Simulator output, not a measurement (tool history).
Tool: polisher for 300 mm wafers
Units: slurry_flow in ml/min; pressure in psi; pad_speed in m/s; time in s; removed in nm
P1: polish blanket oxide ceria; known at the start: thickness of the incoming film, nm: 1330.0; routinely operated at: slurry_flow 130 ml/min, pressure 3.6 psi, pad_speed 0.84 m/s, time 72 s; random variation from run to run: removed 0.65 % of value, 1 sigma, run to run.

run,hour,slurry_flow,pressure,pad_speed,time,wafers polished on this pad,hours since the slurry nozzle was cleaned,hours since the head pressure was calibrated,removed
1,8.6,130,3.6,0.84,72,465,357.9,535.5,343.19
2,21.6,130,3.6,0.84,72,561,370.9,548.5,343.74
3,32.8,130,3.6,0.84,43,643,382.1,559.7,207.44
4,46.0,130,5.1,0.84,72,740,395.3,572.9,481.76
5,53.7,130,3.6,0.38,72,797,403.0,580.6,156.33
6,66.0,130,3.6,0.84,107,888,415.3,592.9,509.44
7,78.9,130,1.6,0.84,72,983,428.2,605.8,152.40
8,93.5,130,3.6,0.84,72,1090,442.8,620.4,345.44
9,109.6,130,3.6,0.84,72,1209,458.9,636.5,339.04
10,123.4,130,3.6,1.10,97,1311,472.7,650.3,605.65
11,132.3,90,3.6,0.84,72,1376,481.6,659.2,314.49
12,147.2,195,3.6,0.84,45,1486,496.5,674.1,229.74
13,161.2,130,5.6,0.84,109,1589,510.5,688.1,804.99
14,174.2,130,3.6,1.14,72,1685,523.5,701.1,465.69
15,181.8,130,3.6,0.84,72,1741,531.1,708.7,341.96
16,194.3,130,3.6,0.84,72,1833,543.6,721.2,339.85

Expected results for the next run?
17,208.4,180,3.6,0.84,72,1937,557.7,735.3,?

removed: 362.21 nm
